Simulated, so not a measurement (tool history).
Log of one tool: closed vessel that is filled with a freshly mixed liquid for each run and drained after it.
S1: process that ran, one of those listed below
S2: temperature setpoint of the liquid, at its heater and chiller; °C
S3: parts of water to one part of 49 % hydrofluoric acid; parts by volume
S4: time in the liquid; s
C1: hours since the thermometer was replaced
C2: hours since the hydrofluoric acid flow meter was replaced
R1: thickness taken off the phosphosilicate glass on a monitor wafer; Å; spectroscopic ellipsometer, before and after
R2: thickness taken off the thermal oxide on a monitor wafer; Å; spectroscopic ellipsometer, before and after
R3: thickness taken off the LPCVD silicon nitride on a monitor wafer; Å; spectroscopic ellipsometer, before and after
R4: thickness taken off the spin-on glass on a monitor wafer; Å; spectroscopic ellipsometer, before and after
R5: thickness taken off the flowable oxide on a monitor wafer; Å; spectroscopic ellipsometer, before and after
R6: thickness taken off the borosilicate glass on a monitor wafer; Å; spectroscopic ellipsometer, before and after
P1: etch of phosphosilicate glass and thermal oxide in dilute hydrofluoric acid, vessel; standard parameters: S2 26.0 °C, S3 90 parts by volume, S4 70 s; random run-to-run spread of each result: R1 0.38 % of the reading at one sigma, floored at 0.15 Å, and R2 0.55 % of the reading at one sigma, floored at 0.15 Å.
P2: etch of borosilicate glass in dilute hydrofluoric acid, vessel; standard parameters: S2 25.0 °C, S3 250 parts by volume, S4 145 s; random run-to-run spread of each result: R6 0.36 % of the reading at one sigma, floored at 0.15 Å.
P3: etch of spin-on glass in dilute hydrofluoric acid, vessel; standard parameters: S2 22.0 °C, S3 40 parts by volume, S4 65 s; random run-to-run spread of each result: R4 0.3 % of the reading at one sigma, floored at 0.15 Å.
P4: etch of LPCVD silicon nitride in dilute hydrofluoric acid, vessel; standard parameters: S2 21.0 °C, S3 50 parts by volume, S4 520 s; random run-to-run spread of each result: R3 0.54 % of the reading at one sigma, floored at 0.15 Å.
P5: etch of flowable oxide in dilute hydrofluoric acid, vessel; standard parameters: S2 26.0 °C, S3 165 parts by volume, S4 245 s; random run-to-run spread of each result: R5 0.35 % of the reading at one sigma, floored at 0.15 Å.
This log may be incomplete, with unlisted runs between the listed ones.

run 1 hour=10.8 | S1=P1 S2=26.0 S3=90 S4=70 | C1=592.7 C2=893.6 | R1=622.60 R2=38.320
run 2 hour=25.3 | S1=P4 S2=21.0 S3=90 S4=520 | C1=607.2 C2=908.1 | R3=23.537
run 3 hour=41.1 | S1=P3 S2=30.5 S3=40 S4=65 | C1=623.0 C2=923.9 | R4=872.39
run 4 hour=56.9 | S1=P4 S2=21.0 S3=50 S4=925 | C1=638.8 C2=939.7 | R3=74.650
run 5 hour=72.0 | S1=P1 S2=26.0 S3=90 S4=70 | C1=653.9 C2=954.8 | R1=621.34 R2=39.211
run 6 hour=86.5 | S1=P1 S2=26.0 S3=90 S4=30 | C1=668.4 C2=969.3 | R1=267.71 R2=16.497
run 7 hour=95.7 | S1=P5 S2=26.0 S3=165 S4=245 | C1=677.6 C2=978.5 | R5=342.28
run 8 hour=103.9 | S1=P2 S2=25.0 S3=250 S4=145 | C1=685.8 C2=986.7 | R6=187.66
run 9 hour=116.5 | S1=P3 S2=22.0 S3=40 S4=30 | C1=698.4 C2=999.3 | R4=285.46
run 10 hour=127.0 | S1=P2 S2=20.0 S3=250 S4=145 | C1=708.9 C2=1009.8 | R6=156.66
run 11 hour=138.4 | S1=P5 S2=26.0 S3=295 S4=245 | C1=720.3 C2=1021.2 | R5=165.22
run 12 hour=153.3 | S1=P4 S2=17.5 S3=50 S4=520 | C1=735.2 C2=1036.1 | R3=32.627
run 13 hour=162.7 | S1=P1 S2=30.5 S3=90 S4=70 | C1=744.6 C2=1045.5 | R1=739.73 R2=46.068
run 14 hour=172.7 | S1=P2 S2=25.0 S3=250 S4=245 | C1=754.6 C2=1055.5 | R6=314.15
run 15 hour=180.9 | S1=P1 S2=29.5 S3=90 S4=30 | C1=762.8 C2=1063.7 | R1=305.24 R2=19.413
run 16 hour=196.9 | S1=P1 S2=26.0 S3=90 S4=70 | C1=778.8 C2=1079.7 | R1=624.64 R2=38.676
run 17 hour=205.9 | S1=P2 S2=25.0 S3=55 S4=145 | C1=787.8 C2=1088.7 | R6=1066.90
run 18 hour=214.2 | S1=P5 S2=18.5 S3=165 S4=245 | C1=796.1 C2=1097.0 | R5=255.86
run 19 hour=230.3 | S1=P4 S2=21.0 S3=50 S4=520 | C1=812.2 C2=1113.1 | R3=41.578
run 20 hour=239.2 | S1=P5 S2=26.0 S3=165 S4=440 | C1=821.1 C2=1122.0 | R5=617.09
run 21 hour=250.0 | S1=P4 S2=21.0 S3=50 S4=520 | C1=831.9 C2=1132.8 | R3=41.854
run 22 hour=265.2 | S1=P1 S2=26.0 S3=25 S4=70 | C1=847.1 C2=1148.0 | R1=2452.30 R2=151.620
run 23 hour=279.4 | S1=P1 S2=26.0 S3=150 S4=70 | C1=861.3 C2=1162.2 | R1=346.34 R2=21.682
run 24 hour=293.7 | S1=P5 S2=26.0 S3=165 S4=245 | C1=875.6 C2=1176.5 | R5=339.82
run 25 hour=301.0 | S1=P1 S2=26.0 S3=90 S4=70 | C1=882.9 C2=1183.8 | R1=625.38 R2=38.544
run 26 hour=309.9 | S1=P1 S2=26.0 S3=90 S4=125 | C1=891.8 C2=1192.7 | R1=1116.30 R2=69.528
run 27 hour=324.5 | S1=P3 S2=22.0 S3=40 S4=65 | C1=906.4 C2=1207.3 | R4=618.25
run 28 hour=339.7 | S1=P1 S2=22.0 S3=90 S4=70 | C1=921.6 C2=1222.5 | R1=531.95 R2=32.849
run 29 hour=347.0 | S1=P3 S2=22.0 S3=70 S4=65 | C1=928.9 C2=1229.8 | R4=341.08
run 30 hour=356.8 | S1=P1 S2=26.0 S3=90 S4=70 | C1=938.7 C2=1239.6 | R1=622.73 R2=39.103
run 31 hour=371.4 | S1=P1 S2=26.0 S3=90 S4=70 | C1=953.3 C2=1254.2 | R1=603.59 R2=37.230
run 32 hour=383.8 | S1=P1 S2=26.0 S3=90 S4=70 | C1=965.7 C2=1266.6 | R1=596.00 R2=37.211
run 33 hour=392.7 | S1=P1 S2=26.0 S3=90 S4=70 | C1=974.6 C2=1275.5 | R1=593.66 R2=36.966
run 34 hour=402.0 | S1=P1 S2=26.0 S3=90 S4=70 | C1=983.9 C2=1284.8 | R1=585.14 R2=36.672
run 35 hour=416.9 | S1=P1 S2=26.0 S3=90 S4=70 | C1=998.8 C2=1299.7 | R1=586.24 R2=36.150
run 36 hour=428.1 | S1=P1 S2=26.0 S3=90 S4=70 | C1=1010.0 C2=1310.9 | R1=585.80 R2=36.375
run 37 hour=435.4 | S1=P1 S2=26.0 S3=90 S4=70 | C1=1017.3 C2=1318.2 | R1=582.20 R2=36.403
run 38 hour=445.4 | S1=P1 S2=26.0 S3=90 S4=70 | C1=1027.3 C2=1328.2 | R1=584.79 R2=36.527

What P1 gives has crept away from where it was. These 2 causes fit the log equally well, each at the size given:
A: hydrofluoric acid flow below the setpoint (%) = 5.8
B: liquid colder than its thermometer reads (K) = 1.7
Creep in the process output first set in at about hour 356.8.

Listed below are the offered check runs, one wafer per run, with question marks in place of results. For which of them would the causes give clearly different outcomes?
run check 1 hour=455.4 | S1=P4 S2=21.0 S3=75 S4=810 | R3=?
run check 2 hour=455.4 | S1=P5 S2=20.0 S3=165 S4=410 | R5=?
run check 3 hour=455.4 | S1=P2 S2=25.0 S3=170 S4=145 | R6=?
run check 4 hour=455.4 | S1=P3 S2=28.5 S3=40 S4=65 | R4=?

How each check would come out, cause by cause:
check=check_1 result=R3 if_A=41.422 if_B=39.076
check=check_2 result=R5 if_A=424.25 if_B=425.29
check=check_3 result=R6 if_A=279.04 if_B=281.17
check=check_4 result=R4 if_A=757.82 if_B=753.88
Gap, in per cent, between the two causes that each check separates least, read from the result that separates them most: check 1 5.83 %; check 2 0.25 %; check 3 0.76 %; check 4 0.52 %
Only in check 1 would the causes give clearly different results; in the remaining checks their results would be nearly the same.

With check 1 done, the readings were: R3 38.796 Å. Identify which of the listed causes applies.

B is the cause: liquid colder than its thermometer reads (K).
